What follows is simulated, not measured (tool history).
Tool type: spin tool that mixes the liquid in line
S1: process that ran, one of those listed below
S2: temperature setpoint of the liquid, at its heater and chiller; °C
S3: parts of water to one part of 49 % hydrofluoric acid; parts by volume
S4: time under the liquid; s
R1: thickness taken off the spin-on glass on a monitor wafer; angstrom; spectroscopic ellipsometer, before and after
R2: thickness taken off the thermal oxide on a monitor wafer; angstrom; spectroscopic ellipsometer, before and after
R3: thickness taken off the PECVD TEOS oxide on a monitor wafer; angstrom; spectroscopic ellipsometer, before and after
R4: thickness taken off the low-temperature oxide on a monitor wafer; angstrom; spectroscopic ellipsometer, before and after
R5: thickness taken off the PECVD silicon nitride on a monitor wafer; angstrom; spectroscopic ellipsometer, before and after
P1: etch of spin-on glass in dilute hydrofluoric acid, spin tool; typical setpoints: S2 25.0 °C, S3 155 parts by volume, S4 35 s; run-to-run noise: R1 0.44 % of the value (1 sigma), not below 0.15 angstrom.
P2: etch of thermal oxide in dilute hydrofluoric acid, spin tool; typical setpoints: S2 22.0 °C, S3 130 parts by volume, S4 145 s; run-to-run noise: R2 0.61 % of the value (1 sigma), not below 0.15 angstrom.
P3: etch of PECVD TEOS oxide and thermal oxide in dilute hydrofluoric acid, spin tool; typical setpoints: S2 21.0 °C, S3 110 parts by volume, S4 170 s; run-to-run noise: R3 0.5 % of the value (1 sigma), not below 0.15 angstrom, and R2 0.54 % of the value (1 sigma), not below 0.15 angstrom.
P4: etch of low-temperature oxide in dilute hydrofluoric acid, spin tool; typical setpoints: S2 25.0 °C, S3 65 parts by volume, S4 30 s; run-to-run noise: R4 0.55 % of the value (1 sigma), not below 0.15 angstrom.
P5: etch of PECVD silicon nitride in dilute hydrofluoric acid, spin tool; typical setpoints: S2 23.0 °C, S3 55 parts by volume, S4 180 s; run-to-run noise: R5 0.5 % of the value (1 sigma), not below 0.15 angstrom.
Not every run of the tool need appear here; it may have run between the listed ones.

{"run": 1, "hour": 8.7, "S1": "P1", "S2": 25.0, "S3": 155, "S4": 35, "R1": 77.411}
{"run": 2, "hour": 20.6, "S1": "P1", "S2": 31.5, "S3": 155, "S4": 15, "R1": 42.053}
{"run": 3, "hour": 29.4, "S1": "P2", "S2": 22.0, "S3": 70, "S4": 145, "R2": 96.845}
{"run": 4, "hour": 38.7, "S1": "P3", "S2": 21.0, "S3": 110, "S4": 170, "R2": 65.329, "R3": 138.44}
{"run": 5, "hour": 46.8, "S1": "P3", "S2": 21.0, "S3": 110, "S4": 100, "R2": 37.882, "R3": 81.436}
{"run": 6, "hour": 61.0, "S1": "P2", "S2": 27.0, "S3": 130, "S4": 145, "R2": 57.852}
{"run": 7, "hour": 73.1, "S1": "P4", "S2": 25.0, "S3": 65, "S4": 15, "R4": 55.796}
{"run": 8, "hour": 90.3, "S1": "P3", "S2": 21.0, "S3": 110, "S4": 170, "R2": 65.64, "R3": 138.35}
{"run": 9, "hour": 99.2, "S1": "P5", "S2": 23.0, "S3": 85, "S4": 180, "R5": 63.543}
{"run": 10, "hour": 116.3, "S1": "P1", "S2": 25.0, "S3": 155, "S4": 35, "R1": 78.245}
{"run": 11, "hour": 131.6, "S1": "P5", "S2": 18.0, "S3": 55, "S4": 180, "R5": 69.213}
{"run": 12, "hour": 142.0, "S1": "P5", "S2": 23.0, "S3": 55, "S4": 180, "R5": 97.767}
{"run": 13, "hour": 156.0, "S1": "P2", "S2": 22.0, "S3": 130, "S4": 145, "R2": 48.282}
{"run": 14, "hour": 173.2, "S1": "P1", "S2": 25.0, "S3": 90, "S4": 60, "R1": 249.17}
{"run": 15, "hour": 189.8, "S1": "P4", "S2": 25.0, "S3": 35, "S4": 30, "R4": 216.13}
{"run": 16, "hour": 198.4, "S1": "P3", "S2": 21.0, "S3": 165, "S4": 170, "R2": 41.299, "R3": 87.943}
{"run": 17, "hour": 214.5, "S1": "P4", "S2": 25.0, "S3": 65, "S4": 30, "R4": 111.24}
{"run": 18, "hour": 222.4, "S1": "P1", "S2": 25.0, "S3": 220, "S4": 15, "R1": 21.838}
{"run": 19, "hour": 234.4, "S1": "P1", "S2": 21.0, "S3": 155, "S4": 35, "R1": 66.791}
{"run": 20, "hour": 242.2, "S1": "P1", "S2": 25.0, "S3": 155, "S4": 50, "R1": 111.44}
{"run": 21, "hour": 251.8, "S1": "P1", "S2": 31.5, "S3": 155, "S4": 35, "R1": 99.093}
{"run": 22, "hour": 264.6, "S1": "P1", "S2": 25.0, "S3": 280, "S4": 35, "R1": 37.7}
{"run": 23, "hour": 274.8, "S1": "P1", "S2": 25.0, "S3": 155, "S4": 15, "R1": 33.079}
{"run": 24, "hour": 289.7, "S1": "P5", "S2": 23.0, "S3": 55, "S4": 355, "R5": 190.46}
{"run": 25, "hour": 303.9, "S1": "P3", "S2": 26.0, "S3": 110, "S4": 170, "R2": 80.845, "R3": 170.11}
{"run": 26, "hour": 319.5, "S1": "P1", "S2": 25.0, "S3": 155, "S4": 35, "R1": 77.509}
{"run": 27, "hour": 333.8, "S1": "P2", "S2": 22.0, "S3": 130, "S4": 250, "R2": 83.528}
{"run": 28, "hour": 344.9, "S1": "P2", "S2": 22.0, "S3": 130, "S4": 145, "R2": 47.7}
{"run": 29, "hour": 354.8, "S1": "P1", "S2": 25.0, "S3": 155, "S4": 35, "R1": 78.133}
{"run": 30, "hour": 367.7, "S1": "P4", "S2": 33.0, "S3": 65, "S4": 30, "R4": 151.84}
{"run": 31, "hour": 383.0, "S1": "P1", "S2": 25.0, "S3": 35, "S4": 35, "R1": 402.3}
{"run": 32, "hour": 396.5, "S1": "P1", "S2": 25.0, "S3": 155, "S4": 35, "R1": 77.394}
{"run": 33, "hour": 404.9, "S1": "P1", "S2": 25.0, "S3": 155, "S4": 35, "R1": 78.643}
{"run": 34, "hour": 422.0, "S1": "P4", "S2": 25.0, "S3": 65, "S4": 30, "R4": 112.27}
{"run": 35, "hour": 435.8, "S1": "P1", "S2": 25.0, "S3": 155, "S4": 35, "R1": 77.625}
{"run": 36, "hour": 446.3, "S1": "P1", "S2": 25.0, "S3": 155, "S4": 35, "R1": 76.33}
{"run": 37, "hour": 457.7, "S1": "P1", "S2": 25.0, "S3": 155, "S4": 35, "R1": 74.734}
{"run": 38, "hour": 473.7, "S1": "P1", "S2": 25.0, "S3": 155, "S4": 35, "R1": 74.09}
{"run": 39, "hour": 488.2, "S1": "P1", "S2": 25.0, "S3": 155, "S4": 35, "R1": 72.432}
{"run": 40, "hour": 502.2, "S1": "P1", "S2": 25.0, "S3": 155, "S4": 35, "R1": 71.916}
{"run": 41, "hour": 512.5, "S1": "P1", "S2": 25.0, "S3": 155, "S4": 35, "R1": 71.736}
{"run": 42, "hour": 525.2, "S1": "P1", "S2": 25.0, "S3": 155, "S4": 35, "R1": 71.28}
{"run": 43, "hour": 539.9, "S1": "P1", "S2": 25.0, "S3": 155, "S4": 35, "R1": 72.303}
{"run": 44, "hour": 551.0, "S1": "P1", "S2": 25.0, "S3": 155, "S4": 35, "R1": 71.697}

P1 no longer gives what it gave before; its output has crept away from where it was. The following 2 causes, each at its listed size, fit the log equally well:
A: liquid colder than its thermometer reads (K) = 2.14
B: hydrofluoric acid flow below the setpoint (%) = 6.65
The creep began at about hour 435.8.

Below are 4 check runs, each on a single wafer, with their results shown as question marks. Which of them would tell the listed causes apart, meaning the causes would give clearly different results under it?
{"run": "check 1", "hour": 562.1, "S1": "P5", "S2": 23.0, "S3": 55, "S4": 180, "R5": "?"}
{"run": "check 2", "hour": 562.1, "S1": "P2", "S2": 22.0, "S3": 130, "S4": 145, "R2": "?"}
{"run": "check 3", "hour": 562.1, "S1": "P4", "S2": 25.0, "S3": 65, "S4": 30, "R4": "?"}
{"run": "check 4", "hour": 562.1, "S1": "P3", "S2": 21.0, "S3": 110, "S4": 170, "R2": "?", "R3": "?"}

If the cause were each of the candidates in turn, the checks would give the following:
check=check_1 result=R5 if_A=84.415 if_B=91.338
check=check_2 result=R2 if_A=43.965 if_B=44.245
check=check_3 result=R4 if_A=102.420 if_B=103.670
check=check_4 result=R2 if_A=60.017 if_B=60.605
check=check_4 result=R3 if_A=126.940 if_B=128.180
Per check, the gap between the least separated pair of causes, taken in the result that splits them most: check 1 7.88 %; check 2 0.63 %; check 3 1.21 %; check 4 0.98 %
Of the check runs offered, only check 1 discriminates between the causes; the rest would read about the same regardless of which cause applies.

Here is what check 1 returned: R5 83.945 angstrom. Which cause is it?

A is the cause: liquid colder than its thermometer reads (K).

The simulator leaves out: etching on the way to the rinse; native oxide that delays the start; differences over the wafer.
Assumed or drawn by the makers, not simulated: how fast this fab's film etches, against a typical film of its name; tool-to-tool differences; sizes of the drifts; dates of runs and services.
